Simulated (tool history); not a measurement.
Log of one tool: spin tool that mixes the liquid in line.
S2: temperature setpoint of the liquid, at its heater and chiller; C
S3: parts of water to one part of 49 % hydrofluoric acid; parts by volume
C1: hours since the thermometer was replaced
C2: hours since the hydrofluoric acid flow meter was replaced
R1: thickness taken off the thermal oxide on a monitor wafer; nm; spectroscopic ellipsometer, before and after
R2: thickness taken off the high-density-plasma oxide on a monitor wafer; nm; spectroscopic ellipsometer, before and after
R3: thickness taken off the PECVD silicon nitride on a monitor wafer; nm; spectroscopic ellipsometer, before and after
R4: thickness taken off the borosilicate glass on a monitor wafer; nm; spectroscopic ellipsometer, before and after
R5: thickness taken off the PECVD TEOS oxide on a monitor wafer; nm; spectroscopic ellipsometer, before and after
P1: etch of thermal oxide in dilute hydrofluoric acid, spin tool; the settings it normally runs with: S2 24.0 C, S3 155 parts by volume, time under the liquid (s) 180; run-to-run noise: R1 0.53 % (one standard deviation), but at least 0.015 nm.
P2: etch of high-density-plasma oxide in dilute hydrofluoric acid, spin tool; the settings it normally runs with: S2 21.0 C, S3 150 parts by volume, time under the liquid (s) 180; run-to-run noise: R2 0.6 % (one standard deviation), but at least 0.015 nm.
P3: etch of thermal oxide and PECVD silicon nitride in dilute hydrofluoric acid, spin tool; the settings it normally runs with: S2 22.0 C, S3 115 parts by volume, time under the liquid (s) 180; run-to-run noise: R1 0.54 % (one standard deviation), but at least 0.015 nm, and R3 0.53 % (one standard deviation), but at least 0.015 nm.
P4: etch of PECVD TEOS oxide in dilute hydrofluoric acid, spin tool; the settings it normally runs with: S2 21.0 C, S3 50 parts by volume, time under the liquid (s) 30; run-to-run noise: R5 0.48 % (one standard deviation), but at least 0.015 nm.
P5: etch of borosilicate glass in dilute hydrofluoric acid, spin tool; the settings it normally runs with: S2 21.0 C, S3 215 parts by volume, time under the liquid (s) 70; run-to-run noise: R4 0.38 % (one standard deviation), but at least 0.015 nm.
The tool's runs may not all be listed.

Run 1, hour 4.6: process that ran P1, S2 24.0 C, S3 155 parts by volume, time under the liquid (s) 180; C1 1373.1; C2 464.8. Result: R1 4.77680 nm.
Run 2, hour 7.0: process that ran P2, S2 21.0 C, S3 150 parts by volume, time under the liquid (s) 90; C1 1375.5; C2 467.2. Result: R2 2.6517 nm.
Run 3, hour 10.2: process that ran P1, S2 24.0 C, S3 235 parts by volume, time under the liquid (s) 325; C1 1378.7; C2 470.4. Result: R1 5.23750 nm.
Run 4, hour 13.5: process that ran P3, S2 22.0 C, S3 50 parts by volume, time under the liquid (s) 180; C1 1382.0; C2 473.7. Result: R1 16.56300 nm, R3 9.19620 nm.
Run 5, hour 18.0: process that ran P1, S2 24.0 C, S3 155 parts by volume, time under the liquid (s) 180; C1 1386.5; C2 478.2. Result: R1 4.76890 nm.
Run 6, hour 21.3: process that ran P3, S2 22.0 C, S3 115 parts by volume, time under the liquid (s) 25; C1 1389.8; C2 481.5. Result: R1 0.94729 nm, R3 0.56889 nm.
At hour 22.0: hydrofluoric acid flow meter replaced.
Run 7, hour 24.3: process that ran P1, S2 24.0 C, S3 155 parts by volume, time under the liquid (s) 330; C1 1392.8; C2 2.3. Result: R1 8.76520 nm.
Run 8, hour 27.5: process that ran P1, S2 19.5 C, S3 155 parts by volume, time under the liquid (s) 180; C1 1396.0; C2 5.5. Result: R1 4.04700 nm.
Run 9, hour 31.8: process that ran P1, S2 24.0 C, S3 155 parts by volume, time under the liquid (s) 180; C1 1400.3; C2 9.8. Result: R1 4.86280 nm.
Run 10, hour 36.6: process that ran P5, S2 21.0 C, S3 215 parts by volume, time under the liquid (s) 70; C1 1405.1; C2 14.6. Result: R4 7.3666 nm.
Run 11, hour 38.9: process that ran P2, S2 17.0 C, S3 150 parts by volume, time under the liquid (s) 180; C1 1407.4; C2 16.9. Result: R2 4.5560 nm.
Run 12, hour 43.9: process that ran P1, S2 24.0 C, S3 155 parts by volume, time under the liquid (s) 60; C1 1412.4; C2 21.9. Result: R1 1.62070 nm.
Run 13, hour 47.4: process that ran P1, S2 29.5 C, S3 155 parts by volume, time under the liquid (s) 180; C1 1415.9; C2 25.4. Result: R1 5.89320 nm.
At hour 49.3: thermometer replaced.
Run 14, hour 51.9: process that ran P3, S2 17.0 C, S3 115 parts by volume, time under the liquid (s) 180; C1 2.6; C2 29.9. Result: R1 5.43380 nm, R3 2.91990 nm.
Run 15, hour 56.3: process that ran P1, S2 24.0 C, S3 255 parts by volume, time under the liquid (s) 180; C1 7.0; C2 34.3. Result: R1 2.63250 nm.
Run 16, hour 59.8: process that ran P3, S2 22.0 C, S3 115 parts by volume, time under the liquid (s) 180; C1 10.5; C2 37.8. Result: R1 6.65010 nm, R3 4.09520 nm.
Run 17, hour 64.3: process that ran P2, S2 21.0 C, S3 240 parts by volume, time under the liquid (s) 180; C1 15.0; C2 42.3. Result: R2 3.0216 nm.
Run 18, hour 66.9: process that ran P5, S2 21.0 C, S3 215 parts by volume, time under the liquid (s) 70; C1 17.6; C2 44.9. Result: R4 7.4182 nm.
Run 19, hour 70.5: process that ran P4, S2 21.0 C, S3 90 parts by volume, time under the liquid (s) 30; C1 21.2; C2 48.5. Result: R5 8.8694 nm.
Run 20, hour 73.1: process that ran P1, S2 24.0 C, S3 155 parts by volume, time under the liquid (s) 180; C1 23.8; C2 51.1. Result: R1 4.77580 nm.
Run 21, hour 77.3: process that ran P1, S2 24.0 C, S3 30 parts by volume, time under the liquid (s) 180; C1 28.0; C2 55.3. Result: R1 28.87100 nm.
Run 22, hour 80.0: process that ran P1, S2 24.0 C, S3 155 parts by volume, time under the liquid (s) 180; C1 30.7; C2 58.0. Result: R1 4.78260 nm.
Run 23, hour 82.4: process that ran P4, S2 17.0 C, S3 50 parts by volume, time under the liquid (s) 30; C1 33.1; C2 60.4. Result: R5 14.1020 nm.
Run 24, hour 86.6: process that ran P2, S2 21.0 C, S3 150 parts by volume, time under the liquid (s) 180; C1 37.3; C2 64.6. Result: R2 5.4280 nm.
Run 25, hour 89.5: process that ran P4, S2 21.0 C, S3 50 parts by volume, time under the liquid (s) 15; C1 40.2; C2 67.5. Result: R5 8.3272 nm.
Run 26, hour 93.8: process that ran P5, S2 21.0 C, S3 215 parts by volume, time under the liquid (s) 110; C1 44.5; C2 71.8. Result: R4 11.5880 nm.
Run 27, hour 97.0: process that ran P4, S2 21.0 C, S3 50 parts by volume, time under the liquid (s) 30; C1 47.7; C2 75.0. Result: R5 16.7480 nm.
Run 28, hour 100.3: process that ran P5, S2 21.0 C, S3 75 parts by volume, time under the liquid (s) 70; C1 51.0; C2 78.3. Result: R4 24.5750 nm.
Run 29, hour 102.7: process that ran P5, S2 27.0 C, S3 215 parts by volume, time under the liquid (s) 70; C1 53.4; C2 80.7. Result: R4 9.2189 nm.
Run 30, hour 106.9: process that ran P1, S2 24.0 C, S3 155 parts by volume, time under the liquid (s) 180; C1 57.6; C2 84.9. Result: R1 4.81380 nm.
Run 31, hour 111.7: process that ran P1, S2 24.0 C, S3 155 parts by volume, time under the liquid (s) 180; C1 62.4; C2 89.7. Result: R1 4.85850 nm.
Run 32, hour 115.2: process that ran P1, S2 24.0 C, S3 155 parts by volume, time under the liquid (s) 180; C1 65.9; C2 93.2. Result: R1 4.69580 nm.
Run 33, hour 117.5: process that ran P1, S2 24.0 C, S3 155 parts by volume, time under the liquid (s) 180; C1 68.2; C2 95.5. Result: R1 4.65850 nm.
Run 34, hour 120.2: process that ran P1, S2 24.0 C, S3 155 parts by volume, time under the liquid (s) 180; C1 70.9; C2 98.2. Result: R1 4.59030 nm.
Run 35, hour 123.7: process that ran P1, S2 24.0 C, S3 155 parts by volume, time under the liquid (s) 180; C1 74.4; C2 101.7. Result: R1 4.56420 nm.
Run 36, hour 127.2: process that ran P1, S2 24.0 C, S3 155 parts by volume, time under the liquid (s) 180; C1 77.9; C2 105.2. Result: R1 4.53800 nm.
Run 37, hour 131.4: process that ran P1, S2 24.0 C, S3 155 parts by volume, time under the liquid (s) 180; C1 82.1; C2 109.4. Result: R1 4.55730 nm.
Run 38, hour 134.8: process that ran P1, S2 24.0 C, S3 155 parts by volume, time under the liquid (s) 180; C1 85.5; C2 112.8. Result: R1 4.49050 nm.

The output of P1 has drifted from where it used to be. Each of the 2 causes below, taken at the size shown beside it, accounts for the log equally well:
A: liquid colder than its thermometer reads (K) = 1.54
B: hydrofluoric acid flow below the setpoint (%) = 4.87
Creep in the process output first set in at about hour 111.7.

Listed below are the offered check runs, one wafer per run, with question marks in place of results. For which of them would the causes give clearly different outcomes?
Run check 1, hour 138.2: process that ran P4, S2 21.0 C, S3 70 parts by volume, time under the liquid (s) 15. Result: R5 ?.
Run check 2, hour 138.2: process that ran P2, S2 21.0 C, S3 240 parts by volume, time under the liquid (s) 180. Result: R2 ?.
Run check 3, hour 138.2: process that ran P5, S2 21.0 C, S3 100 parts by volume, time under the liquid (s) 100. Result: R4 ?.
Run check 4, hour 138.2: process that ran P3, S2 22.0 C, S3 55 parts by volume, time under the liquid (s) 70. Result: R1 ?, R3 ?.

How each check would come out, cause by cause:
  check  result     if A     if B
check 1      R5   5.4507   5.5068
check 2      R2   2.8782   2.8674
check 3      R4  24.0530  24.2300
check 4      R1  5.45650  5.51690
check 4      R3  2.94400  3.11650
Minimum pairwise separation of causes per check, each pair taken at its best-separating result: check 1 1.02 %; check 2 0.38 %; check 3 0.74 %; check 4 5.69 %
Check 4 distinguishes between the causes, while the remaining checks would return nearly the same result for all of them.

After running check 4, the following was obtained: R1 5.49120 nm; R3 3.08710 nm. Which cause does this point to?

It is B: hydrofluoric acid flow below the setpoint (%).
